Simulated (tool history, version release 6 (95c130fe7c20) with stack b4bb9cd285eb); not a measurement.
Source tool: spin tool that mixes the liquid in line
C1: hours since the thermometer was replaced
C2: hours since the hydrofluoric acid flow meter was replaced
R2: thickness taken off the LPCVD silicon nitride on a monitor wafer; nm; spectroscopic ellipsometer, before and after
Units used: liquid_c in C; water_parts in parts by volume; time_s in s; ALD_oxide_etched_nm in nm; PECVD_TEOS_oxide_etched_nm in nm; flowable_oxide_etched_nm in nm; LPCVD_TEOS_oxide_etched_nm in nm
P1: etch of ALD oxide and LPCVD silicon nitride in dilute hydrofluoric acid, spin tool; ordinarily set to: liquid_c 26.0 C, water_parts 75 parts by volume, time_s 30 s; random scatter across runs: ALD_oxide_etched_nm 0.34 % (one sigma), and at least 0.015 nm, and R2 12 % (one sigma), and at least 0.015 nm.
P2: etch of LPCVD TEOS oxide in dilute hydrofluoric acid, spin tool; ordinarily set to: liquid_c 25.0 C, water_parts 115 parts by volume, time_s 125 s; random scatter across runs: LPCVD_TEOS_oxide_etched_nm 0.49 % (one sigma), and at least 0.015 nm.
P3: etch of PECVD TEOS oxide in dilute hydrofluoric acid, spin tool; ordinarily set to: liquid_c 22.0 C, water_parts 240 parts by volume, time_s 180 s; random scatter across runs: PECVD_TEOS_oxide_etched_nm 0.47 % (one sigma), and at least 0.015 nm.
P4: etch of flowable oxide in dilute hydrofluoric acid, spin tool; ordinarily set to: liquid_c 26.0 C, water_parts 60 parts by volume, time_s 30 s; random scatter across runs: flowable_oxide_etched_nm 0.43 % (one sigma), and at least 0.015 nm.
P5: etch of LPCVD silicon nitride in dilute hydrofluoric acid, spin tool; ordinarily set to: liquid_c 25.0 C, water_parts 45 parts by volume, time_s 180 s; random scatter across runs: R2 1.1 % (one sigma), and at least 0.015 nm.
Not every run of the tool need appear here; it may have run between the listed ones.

{"run": 1, "hour": 3.1, "process": "P1", "liquid_c": 26.0, "water_parts": 75, "time_s": 30, "C1": 533.4, "C2": 745.7, "ALD_oxide_etched_nm": 9.3114, "R2": 0.20063}
{"run": 2, "hour": 6.5, "process": "P1", "liquid_c": 26.0, "water_parts": 75, "time_s": 15, "C1": 536.8, "C2": 749.1, "ALD_oxide_etched_nm": 4.6378, "R2": 0.10055}
{"run": 3, "hour": 11.6, "process": "P3", "liquid_c": 22.0, "water_parts": 125, "time_s": 180, "C1": 541.9, "C2": 754.2, "PECVD_TEOS_oxide_etched_nm": 10.76}
{"run": 4, "hour": 14.6, "process": "P4", "liquid_c": 26.0, "water_parts": 20, "time_s": 30, "C1": 544.9, "C2": 757.2, "flowable_oxide_etched_nm": 69.806}
{"run": 5, "hour": 20.9, "process": "P1", "liquid_c": 26.0, "water_parts": 25, "time_s": 30, "C1": 551.2, "C2": 763.5, "ALD_oxide_etched_nm": 29.615, "R2": 0.6496}
{"run": 6, "hour": 26.5, "process": "P1", "liquid_c": 21.0, "water_parts": 75, "time_s": 15, "C1": 556.8, "C2": 769.1, "ALD_oxide_etched_nm": 3.7851, "R2": 0.067415}
{"run": 7, "hour": 31.5, "process": "P5", "liquid_c": 25.0, "water_parts": 20, "time_s": 180, "C1": 561.8, "C2": 774.1, "R2": 4.7561}
{"run": 8, "hour": 36.9, "process": "P1", "liquid_c": 26.0, "water_parts": 75, "time_s": 30, "C1": 567.2, "C2": 779.5, "ALD_oxide_etched_nm": 9.2941, "R2": 0.24449}
{"run": 9, "hour": 41.5, "process": "P2", "liquid_c": 25.0, "water_parts": 115, "time_s": 200, "C1": 571.8, "C2": 784.1, "LPCVD_TEOS_oxide_etched_nm": 35.007}
{"run": 10, "hour": 47.1, "process": "P4", "liquid_c": 33.0, "water_parts": 60, "time_s": 30, "C1": 577.4, "C2": 789.7, "flowable_oxide_etched_nm": 28.83}
{"run": 11, "hour": 50.5, "process": "P4", "liquid_c": 26.0, "water_parts": 60, "time_s": 60, "C1": 580.8, "C2": 793.1, "flowable_oxide_etched_nm": 43.845}
{"run": 12, "hour": 54.2, "process": "P5", "liquid_c": 25.0, "water_parts": 45, "time_s": 360, "C1": 584.5, "C2": 796.8, "R2": 4.426}
{"run": 13, "hour": 58.2, "process": "P3", "liquid_c": 22.0, "water_parts": 240, "time_s": 15, "C1": 588.5, "C2": 800.8, "PECVD_TEOS_oxide_etched_nm": 0.43359}
{"run": 14, "hour": 63.1, "process": "P3", "liquid_c": 22.0, "water_parts": 240, "time_s": 180, "C1": 593.4, "C2": 805.7, "PECVD_TEOS_oxide_etched_nm": 4.9541}
{"run": 15, "hour": 66.0, "process": "P3", "liquid_c": 28.0, "water_parts": 240, "time_s": 180, "C1": 596.3, "C2": 808.6, "PECVD_TEOS_oxide_etched_nm": 6.2355}
{"run": 16, "hour": 72.0, "process": "P5", "liquid_c": 25.0, "water_parts": 45, "time_s": 180, "C1": 602.3, "C2": 814.6, "R2": 2.1243}
{"run": 17, "hour": 75.5, "process": "P5", "liquid_c": 25.0, "water_parts": 45, "time_s": 180, "C1": 605.8, "C2": 818.1, "R2": 2.1514}
{"run": 18, "hour": 81.4, "process": "P2", "liquid_c": 25.0, "water_parts": 115, "time_s": 125, "C1": 611.7, "C2": 824.0, "LPCVD_TEOS_oxide_etched_nm": 21.81}
{"run": 19, "hour": 85.7, "process": "P1", "liquid_c": 26.0, "water_parts": 75, "time_s": 30, "C1": 616.0, "C2": 828.3, "ALD_oxide_etched_nm": 9.2454, "R2": 0.25415}
{"hour": 86.5, "done": "hydrofluoric acid flow meter replaced"}
{"run": 20, "hour": 89.3, "process": "P1", "liquid_c": 33.5, "water_parts": 75, "time_s": 30, "C1": 619.6, "C2": 2.9, "ALD_oxide_etched_nm": 12.43, "R2": 0.37913}
{"run": 21, "hour": 94.5, "process": "P2", "liquid_c": 17.5, "water_parts": 115, "time_s": 125, "C1": 624.8, "C2": 8.1, "LPCVD_TEOS_oxide_etched_nm": 16.107}
{"run": 22, "hour": 98.4, "process": "P1", "liquid_c": 26.0, "water_parts": 140, "time_s": 30, "C1": 628.7, "C2": 12.0, "ALD_oxide_etched_nm": 4.5375, "R2": 0.13188}
{"run": 23, "hour": 101.6, "process": "P1", "liquid_c": 26.0, "water_parts": 75, "time_s": 45, "C1": 631.9, "C2": 15.2, "ALD_oxide_etched_nm": 13.905, "R2": 0.34771}
{"run": 24, "hour": 106.5, "process": "P1", "liquid_c": 22.0, "water_parts": 75, "time_s": 15, "C1": 636.8, "C2": 20.1, "ALD_oxide_etched_nm": 3.9492, "R2": 0.060787}
{"run": 25, "hour": 110.9, "process": "P2", "liquid_c": 25.0, "water_parts": 200, "time_s": 125, "C1": 641.2, "C2": 24.5, "LPCVD_TEOS_oxide_etched_nm": 11.369}
{"run": 26, "hour": 117.1, "process": "P1", "liquid_c": 26.0, "water_parts": 75, "time_s": 30, "C1": 647.4, "C2": 30.7, "ALD_oxide_etched_nm": 9.2874, "R2": 0.23565}
{"run": 27, "hour": 120.6, "process": "P5", "liquid_c": 31.5, "water_parts": 45, "time_s": 180, "C1": 650.9, "C2": 34.2, "R2": 3.2964}
{"run": 28, "hour": 126.9, "process": "P1", "liquid_c": 26.0, "water_parts": 75, "time_s": 30, "C1": 657.2, "C2": 40.5, "ALD_oxide_etched_nm": 9.2526, "R2": 0.21158}
{"run": 29, "hour": 130.8, "process": "P1", "liquid_c": 18.0, "water_parts": 75, "time_s": 30, "C1": 661.1, "C2": 44.4, "ALD_oxide_etched_nm": 6.6746, "R2": 0.13327}
{"run": 30, "hour": 137.3, "process": "P1", "liquid_c": 26.0, "water_parts": 75, "time_s": 30, "C1": 667.6, "C2": 50.9, "ALD_oxide_etched_nm": 9.2443, "R2": 0.23529}
{"run": 31, "hour": 142.0, "process": "P1", "liquid_c": 26.0, "water_parts": 75, "time_s": 30, "C1": 672.3, "C2": 55.6, "ALD_oxide_etched_nm": 9.2372, "R2": 0.20542}
{"run": 32, "hour": 145.1, "process": "P4", "liquid_c": 26.0, "water_parts": 60, "time_s": 30, "C1": 675.4, "C2": 58.7, "flowable_oxide_etched_nm": 21.954}
{"run": 33, "hour": 149.0, "process": "P1", "liquid_c": 26.0, "water_parts": 75, "time_s": 30, "C1": 679.3, "C2": 62.6, "ALD_oxide_etched_nm": 9.2756, "R2": 0.24326}
{"run": 34, "hour": 153.0, "process": "P1", "liquid_c": 26.0, "water_parts": 75, "time_s": 30, "C1": 683.3, "C2": 66.6, "ALD_oxide_etched_nm": 9.4421, "R2": 0.19997}
{"run": 35, "hour": 157.0, "process": "P1", "liquid_c": 26.0, "water_parts": 75, "time_s": 30, "C1": 687.3, "C2": 70.6, "ALD_oxide_etched_nm": 9.5908, "R2": 0.21142}
{"run": 36, "hour": 162.4, "process": "P1", "liquid_c": 26.0, "water_parts": 75, "time_s": 30, "C1": 692.7, "C2": 76.0, "ALD_oxide_etched_nm": 9.6691, "R2": 0.21668}
{"run": 37, "hour": 168.0, "process": "P1", "liquid_c": 26.0, "water_parts": 75, "time_s": 30, "C1": 698.3, "C2": 81.6, "ALD_oxide_etched_nm": 9.8155, "R2": 0.2584}
{"run": 38, "hour": 172.5, "process": "P1", "liquid_c": 26.0, "water_parts": 75, "time_s": 30, "C1": 702.8, "C2": 86.1, "ALD_oxide_etched_nm": 9.7914, "R2": 0.24783}
{"run": 39, "hour": 178.8, "process": "P1", "liquid_c": 26.0, "water_parts": 75, "time_s": 30, "C1": 709.1, "C2": 92.4, "ALD_oxide_etched_nm": 9.8621, "R2": 0.23378}
{"run": 40, "hour": 183.4, "process": "P1", "liquid_c": 26.0, "water_parts": 75, "time_s": 30, "C1": 713.7, "C2": 97.0, "ALD_oxide_etched_nm": 9.8561, "R2": 0.20863}
{"run": 41, "hour": 187.1, "process": "P1", "liquid_c": 26.0, "water_parts": 75, "time_s": 30, "C1": 717.4, "C2": 100.7, "ALD_oxide_etched_nm": 9.9263, "R2": 0.2262}
{"run": 42, "hour": 192.6, "process": "P1", "liquid_c": 26.0, "water_parts": 75, "time_s": 30, "C1": 722.9, "C2": 106.2, "ALD_oxide_etched_nm": 9.8488, "R2": 0.26477}

What P1 gives has crept away from where it was. These 2 causes fit the log equally well, each at the size given:
A: liquid hotter than its thermometer reads (K) = 1.59
B: hydrofluoric acid flow above the setpoint (%) = 5.84
Creep in the process output first set in at about hour 149.0.

Below are 4 check runs, each averaged over 3 wafers, with their results shown as question marks. Which of them would give clearly different results depending on which cause is behind the drift?
{"run": "check 1", "hour": 198.1, "process": "P4", "liquid_c": 32.5, "water_parts": 60, "time_s": 50, "flowable_oxide_etched_nm": "?"}
{"run": "check 2", "hour": 198.1, "process": "P2", "liquid_c": 20.5, "water_parts": 115, "time_s": 125, "LPCVD_TEOS_oxide_etched_nm": "?"}
{"run": "check 3", "hour": 198.1, "process": "P5", "liquid_c": 25.0, "water_parts": 25, "time_s": 310, "R2": "?"}
{"run": "check 4", "hour": 198.1, "process": "P3", "liquid_c": 22.0, "water_parts": 150, "time_s": 75, "PECVD_TEOS_oxide_etched_nm": "?"}

Expected result of each check under each candidate cause:
check=check_1 result=flowable_oxide_etched_nm if_A=50.074 if_B=50.171
check=check_2 result=LPCVD_TEOS_oxide_etched_nm if_A=19.448 if_B=19.447
check=check_3 result=R2 if_A=7.429900 if_B=7.048300
check=check_4 result=PECVD_TEOS_oxide_etched_nm if_A=3.88140 if_B=3.89820
Minimum pairwise separation of causes per check, each pair taken at its best-separating result: check 1 0.19 %; check 2 0.01 %; check 3 5.27 %; check 4 0.43 %
Check 3 is the one run that separates the causes; every other check would come out nearly the same whichever cause is at work.

Then check 3 was run and gave: R2 7.429000 nm. Which cause is it?

A is the cause: liquid hotter than its thermometer reads (K).
